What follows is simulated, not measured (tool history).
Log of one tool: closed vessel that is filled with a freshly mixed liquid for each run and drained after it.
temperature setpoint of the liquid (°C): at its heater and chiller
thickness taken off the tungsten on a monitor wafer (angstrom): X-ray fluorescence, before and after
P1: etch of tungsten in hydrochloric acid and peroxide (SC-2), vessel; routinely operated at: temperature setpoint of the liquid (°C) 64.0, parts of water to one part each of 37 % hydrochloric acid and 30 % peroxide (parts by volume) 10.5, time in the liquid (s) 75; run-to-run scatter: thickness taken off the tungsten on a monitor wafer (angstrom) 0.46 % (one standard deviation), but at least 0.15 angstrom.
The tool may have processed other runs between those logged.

run  hour  temperature setpoint of the liquid (°C)  parts of water to one part each of 37 % hydrochloric acid and 30 % peroxide (parts by volume)  time in the liquid (s)  hours since the thermometer was replaced  hours since the chemicals flow meter was replaced  hours since the drum of peroxide was connected  thickness taken off the tungsten on a monitor wafer (angstrom)
  1   3.2                                     64.0                                                                                           10.5                      75                                     593.5                                              535.0                                           233.1                                                          314.29
  2   6.6                                     64.0                                                                                           10.5                      75                                     596.9                                              538.4                                           236.5                                                          313.31
  3   9.7                                     64.0                                                                                           17.0                      75                                     600.0                                              541.5                                           239.6                                                          204.38
  4  14.7                                     64.0                                                                                           10.5                      75                                     605.0                                              546.5                                           244.6                                                          312.86
  5  17.7                                     64.0                                                                                           10.5                     135                                     608.0                                              549.5                                           247.6                                                          564.05
  6  23.3                                     49.5                                                                                           10.5                      75                                     613.6                                              555.1                                           253.2                                                          123.54
  7  26.0                                     64.0                                                                                            4.0                     110                                     616.3                                              557.8                                           255.9                                                          955.61
  8  29.9                                     64.0                                                                                            4.0                      75                                     620.2                                              561.7                                           259.8                                                          652.69
  9  34.9                                     71.5                                                                                           10.5                     115                                     625.2                                              566.7                                           264.8                                                          749.01
 10  39.0                                     64.0                                                                                           10.5                      75                                     629.3                                              570.8                                           268.9                                                          313.31
 11  42.7                                     64.0                                                                                           10.5                      30                                     633.0                                              574.5                                           272.6                                                          125.02
 12  45.8                                     64.0                                                                                           10.5                      75                                     636.1                                              577.6                                           275.7                                                          312.40
 13  49.6                                     64.0                                                                                           10.5                      75                                     639.9                                              581.4                                           279.5                                                          314.99
 14  52.3                                     72.0                                                                                           10.5                      75                                     642.6                                              584.1                                           282.2                                                          504.14
 15  55.0                                     64.0                                                                                           10.5                      75                                     645.3                                              586.8                                           284.9                                                          311.57
 16  57.9                                     64.0                                                                                           10.5                      75                                     648.2                                              589.7                                           287.8                                                          320.78
 17  63.1                                     64.0                                                                                           10.5                      75                                     653.4                                              594.9                                           293.0                                                          334.82
 18  66.9                                     64.0                                                                                           10.5                      75                                     657.2                                              598.7                                           296.8                                                          336.39
 19  70.4                                     64.0                                                                                           10.5                      75                                     660.7                                              602.2                                           300.3                                                          336.45
 20  75.1                                     64.0                                                                                           10.5                      75                                     665.4                                              606.9                                           305.0                                                          340.33
 21  80.3                                     64.0                                                                                           10.5                      75                                     670.6                                              612.1                                           310.2                                                          338.90
 22  82.9                                     64.0                                                                                           10.5                      75                                     673.2                                              614.7                                           312.8                                                          342.59
 23  87.6                                     64.0                                                                                           10.5                      75                                     677.9                                              619.4                                           317.5                                                          342.91

P1 no longer gives what it gave before; its output has crept away from where it was. The following 2 causes, each at its listed size, fit the log equally well:
A: liquid hotter than its thermometer reads (K) = 1.45
B: chemicals flow above the setpoint (%) = 11.1
The drift started at roughly hour 55.0.
What rules out each remaining cause:
peroxide weaker than its label (%): at most 8, giving a -7.4 % change in thickness taken off the tungsten on a monitor wafer (angstrom): too small, or against the direction of the creep

The list below offers 4 check runs, each averaging the results of 2 wafers, and shows each result as a question mark. For which of them would the listed causes give clearly different results?
check 1  92.3                                     64.0                                                                                           16.5                      30                                                                                                                                                                                                            ?
check 2  92.3                                     72.0                                                                                           10.5                      30                                                                                                                                                                                                            ?
check 3  92.3                                     72.0                                                                                            6.5                      75                                                                                                                                                                                                            ?
check 4  92.3                                     54.0                                                                                            4.0                      75                                                                                                                                                                                                            ?

Check results expected under each cause:
  check                                                          result     if A     if B
check 1  thickness taken off the tungsten on a monitor wafer (angstrom)   92.346   92.802
check 2  thickness taken off the tungsten on a monitor wafer (angstrom)  219.690  220.410
check 3  thickness taken off the tungsten on a monitor wafer (angstrom)  807.680  803.680
check 4  thickness taken off the tungsten on a monitor wafer (angstrom)  380.720  371.350
How far apart the two closest causes lie, in the result that separates them most: check 1 0.49 %; check 2 0.33 %; check 3 0.5 %; check 4 2.49 %
The causes can be told apart only by check 4. The other checks would give nearly the same results under each of them.

After running check 4, the following was obtained: thickness taken off the tungsten on a monitor wafer (angstrom) 369.860. Which cause does this point to?

The cause is B: chemicals flow above the setpoint (%).
